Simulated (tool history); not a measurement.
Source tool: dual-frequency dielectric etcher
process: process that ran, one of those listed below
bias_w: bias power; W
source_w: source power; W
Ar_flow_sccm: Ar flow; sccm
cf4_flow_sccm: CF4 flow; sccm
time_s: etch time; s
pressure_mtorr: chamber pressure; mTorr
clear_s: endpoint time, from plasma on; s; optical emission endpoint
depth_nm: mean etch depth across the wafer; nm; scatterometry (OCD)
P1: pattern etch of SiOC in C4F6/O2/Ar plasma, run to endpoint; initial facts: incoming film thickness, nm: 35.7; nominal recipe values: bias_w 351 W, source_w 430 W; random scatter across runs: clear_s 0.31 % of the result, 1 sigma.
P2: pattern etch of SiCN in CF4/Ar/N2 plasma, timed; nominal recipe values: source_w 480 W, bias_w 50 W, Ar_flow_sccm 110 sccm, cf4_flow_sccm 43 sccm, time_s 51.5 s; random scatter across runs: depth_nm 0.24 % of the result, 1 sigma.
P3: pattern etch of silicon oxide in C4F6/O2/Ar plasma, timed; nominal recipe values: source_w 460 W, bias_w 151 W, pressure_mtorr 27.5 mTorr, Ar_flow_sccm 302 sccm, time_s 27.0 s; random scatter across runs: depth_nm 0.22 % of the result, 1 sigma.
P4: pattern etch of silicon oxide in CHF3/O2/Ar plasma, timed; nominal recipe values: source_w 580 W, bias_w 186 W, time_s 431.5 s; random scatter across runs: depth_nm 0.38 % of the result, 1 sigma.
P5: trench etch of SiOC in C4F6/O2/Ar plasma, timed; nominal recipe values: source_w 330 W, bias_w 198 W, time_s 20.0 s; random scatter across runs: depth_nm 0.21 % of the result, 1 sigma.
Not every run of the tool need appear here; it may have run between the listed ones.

run 1 hour=6.3 | process=P1 bias_w=351 source_w=430 | clear_s=13.558
run 2 hour=10.8 | process=P2 bias_w=50 source_w=480 Ar_flow_sccm=110 cf4_flow_sccm=43 time_s=51.5 | depth_nm=36.675
run 3 hour=15.5 | process=P1 bias_w=351 source_w=430 | clear_s=13.693
run 4 hour=19.7 | process=P2 bias_w=50 source_w=480 Ar_flow_sccm=110 cf4_flow_sccm=43 time_s=28.5 | depth_nm=20.326
run 5 hour=24.8 | process=P3 bias_w=151 source_w=460 Ar_flow_sccm=302 time_s=19.0 pressure_mtorr=27.5 | depth_nm=61.257
run 6 hour=28.1 | process=P5 bias_w=198 source_w=330 time_s=20.0 | depth_nm=40.430
run 7 hour=32.7 | process=P3 bias_w=151 source_w=630 Ar_flow_sccm=302 time_s=27.0 pressure_mtorr=27.5 | depth_nm=98.604
run 8 hour=38.6 | process=P4 bias_w=186 source_w=430 time_s=431.5 | depth_nm=784.230
run 9 hour=42.7 | process=P5 bias_w=198 source_w=230 time_s=20.0 | depth_nm=35.254
run 10 hour=49.0 | process=P5 bias_w=198 source_w=330 time_s=20.0 | depth_nm=40.554
run 11 hour=52.3 | process=P1 bias_w=265 source_w=430 | clear_s=14.870
run 12 hour=57.5 | process=P3 bias_w=189 source_w=460 Ar_flow_sccm=302 time_s=27.0 pressure_mtorr=27.5 | depth_nm=93.691
run 13 hour=62.4 | process=P3 bias_w=151 source_w=460 Ar_flow_sccm=397 time_s=27.0 pressure_mtorr=27.5 | depth_nm=84.534
run 14 hour=67.1 | process=P5 bias_w=266 source_w=330 time_s=20.0 | depth_nm=44.621
run 15 hour=72.1 | process=P4 bias_w=186 source_w=580 time_s=431.5 | depth_nm=874.420
run 16 hour=78.2 | process=P1 bias_w=272 source_w=340 | clear_s=16.259
run 17 hour=84.2 | process=P1 bias_w=351 source_w=590 | clear_s=12.064
run 18 hour=90.7 | process=P2 bias_w=33 source_w=480 Ar_flow_sccm=110 cf4_flow_sccm=43 time_s=51.5 | depth_nm=31.972
run 19 hour=94.7 | process=P1 bias_w=351 source_w=430 | clear_s=13.616
run 20 hour=98.3 | process=P1 bias_w=351 source_w=260 | clear_s=16.312
run 21 hour=104.5 | process=P3 bias_w=151 source_w=460 Ar_flow_sccm=302 time_s=27.0 pressure_mtorr=37.5 | depth_nm=83.968
run 22 hour=107.7 | process=P4 bias_w=186 source_w=580 time_s=431.5 | depth_nm=870.340
run 23 hour=110.6 | process=P4 bias_w=186 source_w=580 time_s=251.5 | depth_nm=508.810
run 24 hour=114.5 | process=P1 bias_w=489 source_w=430 | clear_s=12.137
run 25 hour=118.3 | process=P3 bias_w=151 source_w=460 Ar_flow_sccm=302 time_s=27.0 pressure_mtorr=27.5 | depth_nm=87.313
run 26 hour=123.9 | process=P2 bias_w=50 source_w=480 Ar_flow_sccm=63 cf4_flow_sccm=43 time_s=51.5 | depth_nm=40.704
run 27 hour=128.6 | process=P2 bias_w=50 source_w=480 Ar_flow_sccm=110 cf4_flow_sccm=59 time_s=51.5 | depth_nm=38.849
run 28 hour=131.7 | process=P1 bias_w=351 source_w=430 | clear_s=13.568
run 29 hour=136.9 | process=P4 bias_w=240 source_w=580 time_s=431.5 | depth_nm=954.070
run 30 hour=140.3 | process=P1 bias_w=267 source_w=270 | clear_s=17.898
run 31 hour=143.8 | process=P2 bias_w=50 source_w=380 Ar_flow_sccm=110 cf4_flow_sccm=43 time_s=51.5 | depth_nm=29.943
run 32 hour=148.4 | process=P5 bias_w=198 source_w=330 time_s=14.0 | depth_nm=28.361
run 33 hour=152.4 | process=P1 bias_w=351 source_w=430 | clear_s=13.583
run 34 hour=158.0 | process=P1 bias_w=351 source_w=430 | clear_s=13.752

The next listed run, before its measurement:
run 35 hour=161.1 | process=P1 bias_w=351 source_w=430 | clear_s=?

Logged for run 35: clear_s 13.696 s.
